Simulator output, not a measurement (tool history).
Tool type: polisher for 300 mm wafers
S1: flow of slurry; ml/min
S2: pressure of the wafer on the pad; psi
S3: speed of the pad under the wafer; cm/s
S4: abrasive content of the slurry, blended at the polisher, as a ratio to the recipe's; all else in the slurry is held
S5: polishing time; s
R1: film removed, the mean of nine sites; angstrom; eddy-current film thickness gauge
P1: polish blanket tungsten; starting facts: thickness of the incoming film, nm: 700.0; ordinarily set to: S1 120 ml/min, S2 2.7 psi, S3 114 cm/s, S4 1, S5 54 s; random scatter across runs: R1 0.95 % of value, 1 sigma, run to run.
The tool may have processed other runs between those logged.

run 1 hour=9.3 | S1=120 S2=2.7 S3=114 S4=1 S5=54 | R1=1817.4
run 2 hour=16.3 | S1=120 S2=1.5 S3=114 S4=1.25 S5=54 | R1=1050.9
-- hour=17.7 slurry tank refilled with fresh slurry and peroxide
run 3 hour=23.8 | S1=70 S2=2.7 S3=114 S4=1 S5=54 | R1=1572.6
run 4 hour=34 | S1=120 S2=2.7 S3=114 S4=1 S5=28 | R1=940.04
run 5 hour=40.8 | S1=120 S2=2.7 S3=114 S4=1 S5=54 | R1=1796.4
run 6 hour=50.6 | S1=120 S2=4 S3=114 S4=1 S5=54 | R1=2687.2
run 7 hour=59 | S1=120 S2=2.7 S3=52 S4=1 S5=54 | R1=815.9
run 8 hour=66.2 | S1=120 S2=2.7 S3=114 S4=1 S5=54 | R1=1775.3
run 9 hour=77.9 | S1=120 S2=2.7 S3=114 S4=1.45 S5=54 | R1=1961.8
run 10 hour=86 | S1=120 S2=4.1 S3=114 S4=1 S5=76 | R1=3848.8
run 11 hour=98.1 | S1=185 S2=2.7 S3=114 S4=1 S5=54 | R1=1937.2
run 12 hour=109.7 | S1=120 S2=2.7 S3=114 S4=1 S5=54 | R1=1815.2
run 13 hour=119.6 | S1=120 S2=2.7 S3=114 S4=0.6 S5=54 | R1=1558.4
run 14 hour=127 | S1=120 S2=2.7 S3=164 S4=1 S5=54 | R1=2606.7
run 15 hour=138.6 | S1=175 S2=2.7 S3=52 S4=1 S5=54 | R1=875.25
run 16 hour=152.1 | S1=120 S2=1.4 S3=114 S4=1 S5=54 | R1=925.85
run 17 hour=161 | S1=120 S2=2.7 S3=114 S4=1 S5=78 | R1=2625
run 18 hour=171.3 | S1=120 S2=2.7 S3=114 S4=1 S5=54 | R1=1802.8
run 19 hour=179.1 | S1=120 S2=2.7 S3=114 S4=1 S5=54 | R1=1783
run 20 hour=186.6 | S1=120 S2=2.7 S3=114 S4=1 S5=54 | R1=1743.7
run 21 hour=197.6 | S1=120 S2=2.7 S3=114 S4=1 S5=54 | R1=1705.3
run 22 hour=207.9 | S1=120 S2=2.7 S3=114 S4=1 S5=54 | R1=1711
run 23 hour=221.7 | S1=120 S2=2.7 S3=114 S4=1 S5=54 | R1=1653.7
-- hour=231.1 slurry blender recalibrated
run 24 hour=234.4 | S1=120 S2=2.7 S3=114 S4=1 S5=54 | R1=1639.3
-- hour=239.9 slurry tank refilled with fresh slurry and peroxide
-- hour=242.3 head pressure recalibrated
run 25 hour=242.9 | S1=120 S2=2.7 S3=114 S4=1 S5=54 | R1=1630.6

The next listed run, before its measurement:
run 26 hour=253.7 | S1=120 S2=2.7 S3=114 S4=1 S5=54 | R1=?

For run 26 the tool returned R1 1637.8 angstrom.

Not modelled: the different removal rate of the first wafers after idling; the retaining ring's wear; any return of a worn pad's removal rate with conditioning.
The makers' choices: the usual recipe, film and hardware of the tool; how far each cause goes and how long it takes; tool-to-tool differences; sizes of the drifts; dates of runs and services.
